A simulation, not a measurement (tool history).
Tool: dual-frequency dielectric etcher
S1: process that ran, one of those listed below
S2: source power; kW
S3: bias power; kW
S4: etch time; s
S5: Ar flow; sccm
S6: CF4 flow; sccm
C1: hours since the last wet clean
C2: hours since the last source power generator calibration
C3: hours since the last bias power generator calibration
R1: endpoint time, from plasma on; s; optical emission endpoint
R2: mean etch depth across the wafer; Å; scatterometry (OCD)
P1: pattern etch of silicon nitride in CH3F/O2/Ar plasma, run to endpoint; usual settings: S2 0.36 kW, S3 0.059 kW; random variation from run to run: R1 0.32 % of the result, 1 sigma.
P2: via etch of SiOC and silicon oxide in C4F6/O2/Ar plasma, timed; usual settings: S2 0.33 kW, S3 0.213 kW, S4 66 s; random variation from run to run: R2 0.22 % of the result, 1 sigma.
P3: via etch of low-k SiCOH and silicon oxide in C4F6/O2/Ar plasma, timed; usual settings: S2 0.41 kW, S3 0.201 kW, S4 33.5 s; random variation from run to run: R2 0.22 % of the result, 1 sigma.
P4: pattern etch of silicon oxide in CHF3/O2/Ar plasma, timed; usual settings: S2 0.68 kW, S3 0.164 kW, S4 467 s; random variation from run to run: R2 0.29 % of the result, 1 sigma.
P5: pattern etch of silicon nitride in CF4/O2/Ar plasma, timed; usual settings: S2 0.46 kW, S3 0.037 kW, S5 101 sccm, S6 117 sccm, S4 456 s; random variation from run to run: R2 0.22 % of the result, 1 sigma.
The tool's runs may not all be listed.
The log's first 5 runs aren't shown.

run	hour	S1	S2	S3	S4	S5	S6	C1	C2	C3	R1	R2
6	26	P3	0.41	0.246	33.5			213.2	1275.9	1205.5		863.2
7	29.3	P1	0.36	0.083				216.5	1279.2	1208.8	51.118	
8	34.4	P2	0.33	0.213	66			221.6	1284.3	1213.9		724.47
9	38.1	P5	0.31	0.037	456	101	117	225.3	1288	1217.6		5097.7
10	41.2	P3	0.56	0.201	33.5			228.4	1291.1	1220.7		912.75
11	46.9	P4	0.68	0.164	257			234.1	1296.8	1226.4		5080.2
12	50.5	P5	0.46	0.037	456	101	117	237.7	1300.4	1230		7257.3
13	55.6	P1	0.25	0.059				242.8	1305.5	1235.1	66.16	
14	60.1	P1	0.36	0.059				247.3	1310	1239.6	57.407	
15	63.1	P5	0.46	0.037	456	101	154	250.3	1313	1242.6		7498.7
16	67.4	P2	0.33	0.152	66			254.6	1317.3	1246.9		646.32
# hour 68.8: wet clean of the chamber
17	73.2	P3	0.41	0.201	41			4.4	1323.1	1252.7		991.83
18	78.7	P1	0.36	0.059				9.9	1328.6	1258.2	57.801	
19	82.9	P1	0.29	0.076				14.1	1332.8	1262.4	57.242	
20	88.3	P3	0.41	0.201	33.5			19.5	1338.2	1267.8		810.05

The next listed run, before its measurement:
21	93.4	P1	0.48	0.059				24.6	1343.3	1272.9	?	

R1: 51.687 s
